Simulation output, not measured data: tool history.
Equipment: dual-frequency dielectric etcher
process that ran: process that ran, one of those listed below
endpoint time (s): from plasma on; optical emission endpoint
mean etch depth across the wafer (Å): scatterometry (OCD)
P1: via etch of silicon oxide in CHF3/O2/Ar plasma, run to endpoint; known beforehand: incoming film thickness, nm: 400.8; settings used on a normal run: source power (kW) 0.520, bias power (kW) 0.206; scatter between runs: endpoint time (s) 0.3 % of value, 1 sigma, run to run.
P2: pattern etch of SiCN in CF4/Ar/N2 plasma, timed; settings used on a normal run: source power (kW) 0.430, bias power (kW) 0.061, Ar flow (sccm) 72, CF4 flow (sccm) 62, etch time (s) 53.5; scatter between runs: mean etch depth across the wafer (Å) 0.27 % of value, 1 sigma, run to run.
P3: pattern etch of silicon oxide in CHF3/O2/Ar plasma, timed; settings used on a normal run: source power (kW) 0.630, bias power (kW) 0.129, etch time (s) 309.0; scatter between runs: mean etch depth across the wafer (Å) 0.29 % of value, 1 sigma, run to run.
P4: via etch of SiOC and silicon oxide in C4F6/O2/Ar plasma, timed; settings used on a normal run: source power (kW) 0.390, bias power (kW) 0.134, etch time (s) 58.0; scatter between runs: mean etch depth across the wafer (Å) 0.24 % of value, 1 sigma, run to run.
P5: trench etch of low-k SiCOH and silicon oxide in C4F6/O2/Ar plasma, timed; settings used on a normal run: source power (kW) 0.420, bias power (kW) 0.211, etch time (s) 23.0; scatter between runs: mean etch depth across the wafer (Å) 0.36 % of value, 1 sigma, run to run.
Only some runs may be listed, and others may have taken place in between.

run     day  process that ran  source power (kW)  bias power (kW)  Ar flow (sccm)  CF4 flow (sccm)  etch time (s)  endpoint time (s)  mean etch depth across the wafer (Å)
  1   0.300                P1              0.520            0.206                                                             205.87
  2   0.738                P2              0.430            0.061              72               62           53.5                                                   447.70
  3   1.308                P3              0.630            0.129                                           309.0                                                  5408.50
  4   1.696                P1              0.520            0.206                                                             205.19
  5   2.225                P2              0.430            0.061              72               39           53.5                                                   413.02
  6   2.767                P2              0.430            0.037              72               62           53.5                                                   382.79
  7   3.054                P1              0.520            0.206                                                             204.50
  8   3.592                P2              0.430            0.061              72               62           38.0                                                   316.86
  9   4.017                P1              0.670            0.206                                                             186.36
 10   4.604                P4              0.230            0.134                                            58.0                                                   490.79
 11   5.200                P2              0.290            0.061              72               62           53.5                                                   312.30
      5.271  -- bias power generator calibrated
 12   5.758                P4              0.390            0.134                                            43.0                                                   447.31
 13   6.379                P2              0.430            0.061             101               62           53.5                                                   423.14
 14   6.879                P4              0.390            0.190                                            58.0                                                   677.42
 15   7.358                P3              0.830            0.129                                           309.0                                                  6006.40
 16   7.900                P5              0.350            0.211                                            23.0                                                   718.59
 17   8.512                P2              0.430            0.061              72               62           53.5                                                   444.92
 18   8.908                P5              0.420            0.211                                            23.0                                                   769.59
 19   9.317                P5              0.420            0.211                                            23.0                                                   769.99
 20   9.883                P1              0.690            0.128                                                             215.87
 21  10.450                P3              0.630            0.129                                           399.5                                                  7001.20
 22  10.958                P5              0.420            0.211                                            33.5                                                  1113.00
 23  11.579                P1              0.520            0.291                                                             180.43
 24  12.067                P1              0.520            0.206                                                             205.98
 25  12.371                P5              0.420            0.299                                            23.0                                                   867.72
 26  12.962                P1              0.520            0.206                                                             205.85
 27  13.442                P1              0.350            0.206                                                             238.85
 28  13.792                P4              0.390            0.134                                            58.0                                                   609.37
 29  14.308                P1              0.520            0.135                                                             236.58
 30  14.608                P1              0.520            0.206                                                             206.68
 31  15.108                P3              0.630            0.165                                           309.0                                                  5841.40
 32  15.458                P1              0.520            0.206                                                             205.88
 33  16.079                P1              0.520            0.206                                                             205.43
 34  16.646                P1              0.520            0.206                                                             203.85
 35  17.154                P1              0.520            0.206                                                             203.23
 36  17.767                P1              0.520            0.206                                                             203.07
     18.183  -- wet clean of the chamber
 37  18.292                P1              0.520            0.206                                                             203.17
 38  18.654                P1              0.520            0.206                                                             202.21
 39  19.125                P1              0.520            0.206                                                             202.51
 40  19.675                P1              0.520            0.206                                                             202.30
 41  20.221                P1              0.520            0.206                                                             202.32

Compared with where it was, what P1 gives has crept away. Each cause listed below fits the log as well as the rest, at the size given for it:
A: bias power that arrives over what is set, % = 4.4
B: source power that arrives over what is set, % = 4.06
The gradual shift began around day 15.458.
Excluded causes, each with its reason:
chamber walls in a state that raises the etch rate, %: serviced at day 18.183, after the change had begun; the process did not return to its earlier output

Question marks stand in for the results of the 4 check runs listed below, each run on one wafer. Under which run would the listed causes show clearly different results?
check 1  20.767                P4              0.250            0.134                                            58.0                                                        ?
check 2  20.767                P2              0.430            0.042              72               49           53.5                                                        ?
check 3  20.767                P5              0.420            0.284                                            33.0                                                        ?
check 4  20.767                P3              0.630            0.163                                           372.5                                                        ?

If the cause were each of the candidates in turn, the checks would give the following:
  check                                result     if A     if B
check 1  mean etch depth across the wafer (Å)   515.56   516.59
check 2  mean etch depth across the wafer (Å)   385.62   394.26
check 3  mean etch depth across the wafer (Å)  1237.70  1237.90
check 4  mean etch depth across the wafer (Å)  7124.70  7132.80
Per-check spread between the two closest causes, in the result where they differ most: check 1 0.2 %; check 2 2.22 %; check 3 0.02 %; check 4 0.11 %
The causes can be told apart only by check 2. The other checks would give nearly the same results under each of them.

With check 2 done, the readings were: mean etch depth across the wafer (Å) 386.91. Identify which of the listed causes applies.

It is A: bias power that arrives over what is set, %.
